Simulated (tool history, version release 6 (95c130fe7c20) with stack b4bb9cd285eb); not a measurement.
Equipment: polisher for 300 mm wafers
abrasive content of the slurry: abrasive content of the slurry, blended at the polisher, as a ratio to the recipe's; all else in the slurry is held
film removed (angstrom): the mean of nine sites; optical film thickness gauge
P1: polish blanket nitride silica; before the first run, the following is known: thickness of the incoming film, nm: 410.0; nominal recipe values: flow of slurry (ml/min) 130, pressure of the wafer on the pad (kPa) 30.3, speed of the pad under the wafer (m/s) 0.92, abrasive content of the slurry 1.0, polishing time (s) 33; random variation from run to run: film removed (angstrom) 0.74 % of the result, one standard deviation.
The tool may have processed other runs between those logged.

run	hour	flow of slurry (ml/min)	pressure of the wafer on the pad (kPa)	speed of the pad under the wafer (m/s)	abrasive content of the slurry	polishing time (s)	film removed (angstrom)
1	8.0	130	30.3	0.92	1.0	33	206.030
2	22.4	130	30.3	0.92	1.0	33	206.110
# hour 30.4: conditioning disc replaced and pad reconditioned
3	36.9	130	30.3	0.92	1.5	33	239.890
4	44.3	130	30.3	0.92	1.0	33	203.120
5	55.2	200	30.3	0.92	1.0	33	220.920
6	71.8	130	30.3	0.92	1.3	44	306.470
7	79.1	130	30.3	0.92	0.5	33	142.860
8	94.6	80	30.3	0.92	1.0	33	181.090
9	102.0	130	30.3	0.92	1.0	33	202.650
10	114.8	130	17.2	0.92	1.0	33	118.220
11	126.1	90	30.3	1.28	1.0	33	245.220
12	135.9	130	30.3	0.92	1.0	33	203.470
13	151.3	130	30.3	0.92	1.0	43	267.100
14	158.6	130	30.3	0.92	1.0	33	203.740
15	172.6	130	30.3	0.46	1.0	33	116.940
16	184.8	130	41.4	0.92	1.0	33	278.590
17	200.3	130	30.3	1.26	1.0	33	263.080
18	208.0	130	30.3	0.92	1.0	15	92.533
19	220.7	130	30.3	0.92	1.0	33	202.540
20	235.4	130	30.3	0.92	1.0	33	195.890
21	252.2	130	30.3	0.92	1.0	33	193.500
# hour 253.7: slurry nozzle cleaned
# hour 255.4: head pressure recalibrated
22	264.2	130	30.3	0.92	1.0	33	190.710
23	272.8	130	30.3	0.92	1.0	33	189.730
# hour 280.5: conditioning disc replaced and pad reconditioned
24	281.8	130	30.3	0.92	1.0	33	188.670
25	293.0	130	30.3	0.92	1.0	33	189.360
26	303.0	130	30.3	0.92	1.0	33	189.800
27	311.9	130	30.3	0.92	1.0	33	187.300

Compared with where it was, what P1 gives has crept away. Each cause listed below fits the log as well as the rest, at the size given for it:
A: abrasive missing from the slurry, % = 16.1
B: removal rate lost through wear of the pad, % = 8.03
The onset of the drift is placed at about hour 220.7.
All other causes, with the reason each is excluded:
slurry flow missing at the pad, %: was serviced at hour 253.7, once the creep was under way, yet the earlier output never came back
head's pressure below its setpoint, %: was serviced at hour 255.4, once the creep was under way, yet the earlier output never came back
time polished since the conditioner stopped cutting, s: was serviced at hour 280.5, once the creep was under way, yet the earlier output never came back

You are offered 4 check runs, listed below with question marks in place of their results; each one averages 5 wafers. Which run separates the listed causes by giving clearly different results for each?
check 1	320.8	130	30.3	0.46	1.0	19	?
check 2	320.8	130	30.3	0.92	0.5	33	?
check 3	320.8	195	30.3	0.92	1.0	33	?
check 4	320.8	130	41.4	0.50	1.0	33	?

What each check would give under each cause:
check	result	if A	if B
check 1	film removed (angstrom)	62.192	62.187
check 2	film removed (angstrom)	125.520	129.290
check 3	film removed (angstrom)	201.140	201.120
check 4	film removed (angstrom)	157.460	157.450
Distance between the nearest two causes, measured in the result of the check that separates them most: check 1 0.01 %; check 2 2.96 %; check 3 0.01 %; check 4 0.01 %
The other checks would show nearly matching results whichever cause is true, so check 2 is the only one that separates the causes.

Here is what check 2 returned: film removed (angstrom) 125.540. Which cause is it?

The correct cause is A, namely: abrasive missing from the slurry, %.
